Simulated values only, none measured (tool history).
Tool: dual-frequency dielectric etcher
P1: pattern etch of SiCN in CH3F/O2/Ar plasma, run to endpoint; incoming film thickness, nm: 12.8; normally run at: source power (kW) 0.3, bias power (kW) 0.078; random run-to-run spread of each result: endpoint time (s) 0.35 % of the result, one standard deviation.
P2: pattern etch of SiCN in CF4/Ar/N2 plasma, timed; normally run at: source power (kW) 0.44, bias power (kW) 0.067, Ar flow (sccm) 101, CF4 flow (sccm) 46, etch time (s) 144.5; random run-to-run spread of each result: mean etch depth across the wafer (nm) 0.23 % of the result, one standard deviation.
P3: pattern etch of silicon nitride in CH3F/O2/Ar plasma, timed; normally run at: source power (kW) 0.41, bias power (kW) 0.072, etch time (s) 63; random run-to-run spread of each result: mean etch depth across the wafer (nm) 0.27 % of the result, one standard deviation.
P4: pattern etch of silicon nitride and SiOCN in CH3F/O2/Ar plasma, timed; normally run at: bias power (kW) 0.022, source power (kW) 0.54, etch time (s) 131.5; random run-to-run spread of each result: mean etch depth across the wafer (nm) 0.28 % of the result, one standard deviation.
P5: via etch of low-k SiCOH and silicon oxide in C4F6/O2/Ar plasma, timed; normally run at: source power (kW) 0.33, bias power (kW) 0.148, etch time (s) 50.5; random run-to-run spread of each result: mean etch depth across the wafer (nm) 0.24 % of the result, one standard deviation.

run,day,process that ran,source power (kW),bias power (kW),Ar flow (sccm),CF4 flow (sccm),etch time (s),hours since the last wet clean,hours since the last source power generator calibration,hours since the last bias power generator calibration,endpoint time (s),mean etch depth across the wafer (nm)
1,0.325,P1,0.3,0.078,,,,168.5,2201.5,2552.4,35.345,
2,0.633,P2,0.44,0.067,101,46,144.5,175.9,2208.9,2559.8,,113.38
3,1.275,P1,0.3,0.078,,,,191.3,2224.3,2575.2,35.526,
4,1.571,P1,0.25,0.048,,,,198.4,2231.4,2582.3,44.877,
5,2.046,P3,0.29,0.072,,,63,209.8,2242.8,2593.7,,38.808
6,2.379,P1,0.3,0.078,,,,217.8,2250.8,2601.7,35.641,
7,2.758,P1,0.42,0.078,,,,226.9,2259.9,2610.8,31.221,
8,3.196,P5,0.26,0.148,,,50.5,237.4,2270.4,2621.3,,103.66
9,3.571,P1,0.3,0.078,,,,246.4,2279.4,2630.3,35.573,
10,4.212,P4,0.54,0.031,,,131.5,261.8,2294.8,2645.7,,23.039
11,4.55,P3,0.41,0.072,,,63,269.9,2302.9,2653.8,,44.175
12,5.146,P5,0.33,0.148,,,29,284.2,2317.2,2668.1,,65.232
13,5.738,P2,0.44,0.05,101,46,144.5,298.4,2331.4,2682.3,,101.95
14,6.146,P1,0.18,0.078,,,,308.2,2341.2,2692.1,42.808,
15,6.483,P2,0.44,0.067,101,46,144.5,316.3,2349.3,2700.2,,113.31
16,7.033,P1,0.24,0.055,,,,329.5,2362.5,2713.4,43.634,
17,7.338,P5,0.33,0.184,,,50.5,336.8,2369.8,2720.7,,121.56
18,7.858,P2,0.44,0.067,74,46,144.5,349.3,2382.3,2733.2,,118.91
19,8.212,P1,0.41,0.049,,,,357.8,2390.8,2741.7,36.979,
20,8.629,P4,0.54,0.022,,,131.5,367.8,2400.8,2751.7,,19.763
21,8.988,P4,0.54,0.022,,,187,376.4,2409.4,2760.3,,27.985
22,9.358,P1,0.3,0.056,,,,385.3,2418.3,2769.2,40.345,
23,9.954,P2,0.44,0.067,101,46,87,399.6,2432.6,2783.5,,68.505
24,10.596,P2,0.29,0.067,101,46,144.5,415,2448,2798.9,,78.857
25,11.125,P3,0.41,0.072,,,34.5,427.7,2460.7,2811.6,,24.214
26,11.75,P1,0.3,0.078,,,,442.7,2475.7,2826.6,35.362,
27,12.217,P5,0.33,0.148,,,50.5,453.9,2486.9,2837.8,,113.47
28,12.65,P4,0.42,0.022,,,131.5,464.3,2497.3,2848.2,,18.08
29,13.258,P1,0.3,0.097,,,,478.9,2511.9,2862.8,32.626,
30,13.788,P2,0.44,0.067,101,32,144.5,491.6,2524.6,2875.5,,106.81
31,14.225,P3,0.41,0.046,,,63,502.1,2535.1,2886,,38.052
32,14.762,P4,0.54,0.022,,,131.5,515,2548,2898.9,,19.658
33,15.171,P3,0.41,0.072,,,63,524.8,2557.8,2908.7,,44.019
34,15.558,P1,0.3,0.078,,,,534.1,2567.1,2918,35.515,
35,15.862,P1,0.3,0.078,,,,541.4,2574.4,2925.3,35.293,
36,16.238,P1,0.3,0.078,,,,550.4,2583.4,2934.3,35.196,
37,16.825,P1,0.3,0.078,,,,564.5,2597.5,2948.4,35.101,
38,17.396,P1,0.3,0.078,,,,578.2,2611.2,2962.1,34.974,
39,17.9,P1,0.3,0.078,,,,590.3,2623.3,2974.2,34.842,
# day 17.992: wet clean of the chamber
40,18.55,P1,0.3,0.078,,,,13.4,2638.9,2989.8,34.874,
41,18.838,P1,0.3,0.078,,,,20.3,2645.8,2996.7,34.906,
42,19.467,P1,0.3,0.078,,,,35.4,2660.9,3011.8,34.872,
43,19.812,P1,0.3,0.078,,,,43.7,2669.2,3020.1,34.91,

Compared with where it was, what P1 gives has crept away. Each cause listed below fits the log as well as the rest, at the size given for it:
A: source power that arrives over what is set, % = 4.86
B: bias power that arrives over what is set, % = 4.9
The drift started at roughly day 15.558.
What rules out each remaining cause:
chamber walls in a state that raises the etch rate, %: its service at day 17.992 followed the start of the drift and did not put the process back to its old value

Below are 4 check runs, each on a single wafer, with their results shown as question marks. Which of them would tell the listed causes apart, meaning the causes would give clearly different results under it?
check 1,20.158,P5,0.33,0.148,,,36.5,,,,,?
check 2,20.158,P4,0.54,0.03,,,131.5,,,,,?
check 3,20.158,P3,0.41,0.055,,,63,,,,,?
check 4,20.158,P2,0.44,0.067,101,36,144.5,,,,,?

Check results expected under each cause:
check,result,if A,if B
check 1,mean etch depth across the wafer (nm),83.773,83.449
check 2,mean etch depth across the wafer (nm),23.013,23.151
check 3,mean etch depth across the wafer (nm),41.149,41.028
check 4,mean etch depth across the wafer (nm),113.35,110.8
Per-check spread between the two closest causes, in the result where they differ most: check 1 0.39 %; check 2 0.6 %; check 3 0.3 %; check 4 2.27 %
The other checks would show nearly matching results whichever cause is true, so check 4 is the only one that separates the causes.

Running check 4 produced the following: mean etch depth across the wafer (nm) 110.88. Which one of the listed causes fits?

It is B: bias power that arrives over what is set, %.
